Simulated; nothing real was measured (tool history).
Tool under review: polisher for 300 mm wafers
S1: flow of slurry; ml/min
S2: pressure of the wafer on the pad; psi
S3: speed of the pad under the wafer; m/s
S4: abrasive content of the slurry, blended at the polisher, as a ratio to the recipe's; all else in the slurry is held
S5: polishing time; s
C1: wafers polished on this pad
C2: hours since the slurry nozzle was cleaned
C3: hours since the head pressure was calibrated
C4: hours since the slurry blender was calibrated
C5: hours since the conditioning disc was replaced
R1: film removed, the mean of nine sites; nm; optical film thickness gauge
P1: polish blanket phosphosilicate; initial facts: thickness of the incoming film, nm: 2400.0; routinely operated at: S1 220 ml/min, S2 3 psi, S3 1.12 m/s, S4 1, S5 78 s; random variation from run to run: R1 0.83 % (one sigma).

run	hour	S1	S2	S3	S4	S5	C1	C2	C3	C4	C5	R1
1	5.1	220	3	1.12	1	78	544	245.8	114.4	326.7	142.9	830.78
2	10.4	220	3	1.12	1	109	576	251.1	119.7	332	148.2	1164.5
3	15.5	220	3.8	1.12	1	78	607	256.2	124.8	337.1	153.3	1050.6
4	18.1	135	3	1.12	1	78	622	258.8	127.4	339.7	155.9	792.56
5	22.6	220	3	0.68	1	78	649	263.3	131.9	344.2	160.4	567.71
6	28.3	220	2.2	0.84	1	78	684	269	137.6	349.9	166.1	487.43
7	33.6	220	1.6	1.12	1	78	715	274.3	142.9	355.2	171.4	447.23
8	37.3	220	3	1.12	1	78	738	278	146.6	358.9	175.1	842.93
# hour 40.1: head pressure recalibrated
9	42.3	315	3	1.12	1	78	768	283	2.2	363.9	180.1	864.17
10	45.7	220	3	1.12	1	78	788	286.4	5.6	367.3	183.5	840.03
11	51.3	220	3	1.12	0.65	78	822	292	11.2	372.9	189.1	667.52
12	54.8	220	3	1.12	1	78	843	295.5	14.7	376.4	192.6	835.94
13	57.4	220	3	1.12	1	78	858	298.1	17.3	379	195.2	831.06
14	61.5	220	3	1.12	1	78	883	302.2	21.4	383.1	199.3	829.28
15	66.8	220	3	1.12	1	52	915	307.5	26.7	388.4	204.6	563.58
16	71.9	220	3	1.58	1	78	945	312.6	31.8	393.5	209.7	1108.8
17	75.9	335	3	1.4	1	78	969	316.6	35.8	397.5	213.7	1042.5
18	81.6	220	3	1.12	1.5	78	1003	322.3	41.5	403.2	219.4	992.76
19	84.4	220	3	1.48	1	101	1020	325.1	44.3	406	222.2	1348.2
20	87.6	220	3	1.12	1	78	1039	328.3	47.5	409.2	225.4	840.64
21	92.1	220	3	1.12	1	78	1066	332.8	52	413.7	229.9	799.88
22	97.9	220	3	1.12	1	78	1101	338.6	57.8	419.5	235.7	775.93
# hour 101.7: slurry nozzle cleaned
23	101.7	220	3	1.12	1	78	1124	0	61.6	423.3	239.5	758.39
24	106.9	220	3	1.12	1	78	1155	5.2	66.8	428.5	244.7	756.18
# hour 109: head pressure recalibrated
25	110.5	220	3	1.12	1	78	1177	8.8	1.6	432.1	248.3	744.63
# hour 114.8: conditioning disc replaced and pad reconditioned
26	116.3	220	3	1.12	1	78	1212	14.6	7.4	437.9	1.6	742.39
27	120.9	220	3	1.12	1	78	1239	19.2	12	442.5	6.2	734.6
28	124.6	220	3	1.12	1	78	1261	22.9	15.7	446.2	9.9	736.37

The output of P1 has drifted from where it used to be. Each of the 2 causes below, taken at the size shown beside it, accounts for the log equally well:
A: abrasive missing from the slurry, % = 23.1
B: removal rate lost through wear of the pad, % = 12
The drift started at roughly hour 87.6.
Ruled out, with reasons:
slurry flow missing at the pad, %: maintenance at hour 101.7, after the shift began, did not return the process to its former output
head's pressure below its setpoint, %: maintenance at hour 109, after the shift began, did not return the process to its former output
time polished since the conditioner stopped cutting, s: maintenance at hour 114.8, after the shift began, did not return the process to its former output

Which of the check runs below tells the causes apart, meaning the causes would give it clearly different results? Each run uses 5 wafers whose results are averaged, and each result is shown as a question mark.
check 1	128.3	140	3	1.12	0.65	78						?
check 2	128.3	280	2.1	1.12	1	78						?
check 3	128.3	315	3	1.56	1	78						?
check 4	128.3	220	3	0.84	1	55						?

Check results expected under each cause:
check	result	if A	if B
check 1	R1	536.4	551.69
check 2	R1	528.17	528.25
check 3	R1	994.15	994.31
check 4	R1	411.77	411.83
Smallest distance between any two causes, each pair judged by its most separating result, in per cent: check 1 2.81 %; check 2 0.02 %; check 3 0.02 %; check 4 0.02 %
Only in check 1 would the causes give clearly different results; in the remaining checks their results would be nearly the same.

Check 1 has now been run. It gave: R1 537.04 nm. Which of the candidate causes is it?

It is A: abrasive missing from the slurry, %.

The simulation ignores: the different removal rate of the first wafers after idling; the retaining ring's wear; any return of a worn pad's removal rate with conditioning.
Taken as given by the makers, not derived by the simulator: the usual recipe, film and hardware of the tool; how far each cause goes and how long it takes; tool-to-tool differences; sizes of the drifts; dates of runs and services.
